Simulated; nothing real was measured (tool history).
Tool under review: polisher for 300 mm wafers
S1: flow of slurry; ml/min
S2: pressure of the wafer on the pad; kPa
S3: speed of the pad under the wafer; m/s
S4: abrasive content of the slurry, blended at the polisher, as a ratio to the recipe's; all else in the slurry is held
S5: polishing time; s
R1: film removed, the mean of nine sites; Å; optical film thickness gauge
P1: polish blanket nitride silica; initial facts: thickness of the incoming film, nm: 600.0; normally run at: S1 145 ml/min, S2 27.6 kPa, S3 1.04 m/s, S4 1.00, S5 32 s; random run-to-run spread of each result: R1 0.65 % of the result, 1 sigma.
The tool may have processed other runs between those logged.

run 1 hour=7.5 | S1=145 S2=27.6 S3=1.04 S4=1.00 S5=32 | R1=239.69
run 2 hour=17.6 | S1=145 S2=27.6 S3=1.04 S4=1.00 S5=32 | R1=242.58
run 3 hour=30.7 | S1=145 S2=27.6 S3=0.72 S4=1.00 S5=32 | R1=180.75
run 4 hour=42.8 | S1=105 S2=12.4 S3=1.04 S4=1.00 S5=32 | R1=101.79
run 5 hour=52.1 | S1=145 S2=13.1 S3=1.04 S4=1.00 S5=32 | R1=113.99
run 6 hour=61.1 | S1=190 S2=27.6 S3=1.04 S4=1.00 S5=32 | R1=252.48
run 7 hour=68.3 | S1=145 S2=27.6 S3=1.04 S4=1.00 S5=15 | R1=113.63
run 8 hour=77.7 | S1=145 S2=27.6 S3=0.68 S4=1.30 S5=32 | R1=191.46
run 9 hour=89.0 | S1=145 S2=37.2 S3=1.04 S4=1.00 S5=32 | R1=325.25
run 10 hour=98.3 | S1=145 S2=18.6 S3=1.04 S4=1.20 S5=32 | R1=177.29
run 11 hour=110.0 | S1=145 S2=27.6 S3=1.04 S4=1.00 S5=48 | R1=360.84
run 12 hour=118.9 | S1=145 S2=27.6 S3=1.36 S4=1.00 S5=32 | R1=301.89
run 13 hour=126.1 | S1=145 S2=27.6 S3=1.04 S4=0.55 S5=32 | R1=174.00
-- hour=135.2 conditioning disc replaced and pad reconditioned
run 14 hour=136.3 | S1=145 S2=27.6 S3=1.04 S4=1.00 S5=32 | R1=240.26
run 15 hour=145.6 | S1=145 S2=27.6 S3=1.04 S4=1.00 S5=32 | R1=242.31
run 16 hour=155.7 | S1=145 S2=27.6 S3=1.04 S4=1.50 S5=32 | R1=282.71
run 17 hour=161.9 | S1=105 S2=27.6 S3=1.04 S4=1.00 S5=32 | R1=225.27
run 18 hour=167.7 | S1=145 S2=27.6 S3=1.04 S4=1.00 S5=32 | R1=241.51
run 19 hour=179.8 | S1=145 S2=27.6 S3=1.04 S4=1.00 S5=32 | R1=240.82
run 20 hour=189.0 | S1=145 S2=27.6 S3=1.04 S4=1.00 S5=32 | R1=232.76
run 21 hour=194.9 | S1=145 S2=27.6 S3=1.04 S4=1.00 S5=32 | R1=228.44
run 22 hour=203.9 | S1=145 S2=27.6 S3=1.04 S4=1.00 S5=32 | R1=227.18
-- hour=210.3 worn pad replaced by a new one
run 23 hour=216.9 | S1=145 S2=27.6 S3=1.04 S4=1.00 S5=32 | R1=222.63
-- hour=222.4 head pressure recalibrated
run 24 hour=227.1 | S1=145 S2=27.6 S3=1.04 S4=1.00 S5=32 | R1=220.94
run 25 hour=234.4 | S1=145 S2=27.6 S3=1.04 S4=1.00 S5=32 | R1=220.50
-- hour=240.5 conditioning disc replaced and pad reconditioned
run 26 hour=245.2 | S1=145 S2=27.6 S3=1.04 S4=1.00 S5=32 | R1=217.44
run 27 hour=255.3 | S1=145 S2=27.6 S3=1.04 S4=1.00 S5=32 | R1=217.73
run 28 hour=265.7 | S1=145 S2=27.6 S3=1.04 S4=1.00 S5=32 | R1=217.11

Something has made what P1 gives creep away from where it was; the 2 causes below, each at its own stated size, fit the log equally well:
A: abrasive missing from the slurry, % = 18.6
B: slurry flow missing at the pad, % = 36.4
Onset of the creep was near hour 179.8.
Other possible causes, and why each is ruled out:
removal rate lost through wear of the pad, %: was serviced at hour 210.3, once the creep was under way, yet the earlier output never came back
head's pressure below its setpoint, %: was serviced at hour 222.4, once the creep was under way, yet the earlier output never came back
time polished since the conditioner stopped cutting, s: was serviced at hour 240.5, once the creep was under way, yet the earlier output never came back

4 check runs are offered, each on 3 wafers whose results are averaged, their results left as question marks. Which one tells the causes apart?
run check 1 hour=276.1 | S1=145 S2=20.7 S3=1.04 S4=1.00 S5=22 | R1=?
run check 2 hour=276.1 | S1=145 S2=27.6 S3=1.04 S4=0.55 S5=32 | R1=?
run check 3 hour=276.1 | S1=145 S2=17.9 S3=1.04 S4=1.00 S5=32 | R1=?
run check 4 hour=276.1 | S1=145 S2=19.3 S3=1.04 S4=1.00 S5=19 | R1=?

If the cause were each of the candidates in turn, the checks would give the following:
check=check_1 result=R1 if_A=112.700 if_B=112.660
check=check_2 result=R1 if_A=154.590 if_B=159.260
check=check_3 result=R1 if_A=142.070 if_B=142.020
check=check_4 result=R1 if_A=90.846 if_B=90.812
Distance between the nearest two causes, measured in the result of the check that separates them most: check 1 0.04 %; check 2 2.98 %; check 3 0.04 %; check 4 0.04 %
Check 2 distinguishes between the causes, while the remaining checks would return nearly the same result for all of them.

Check 2 has now been run. It gave: R1 153.560 Å. Which of the candidate causes is it?

It is A: abrasive missing from the slurry, %.
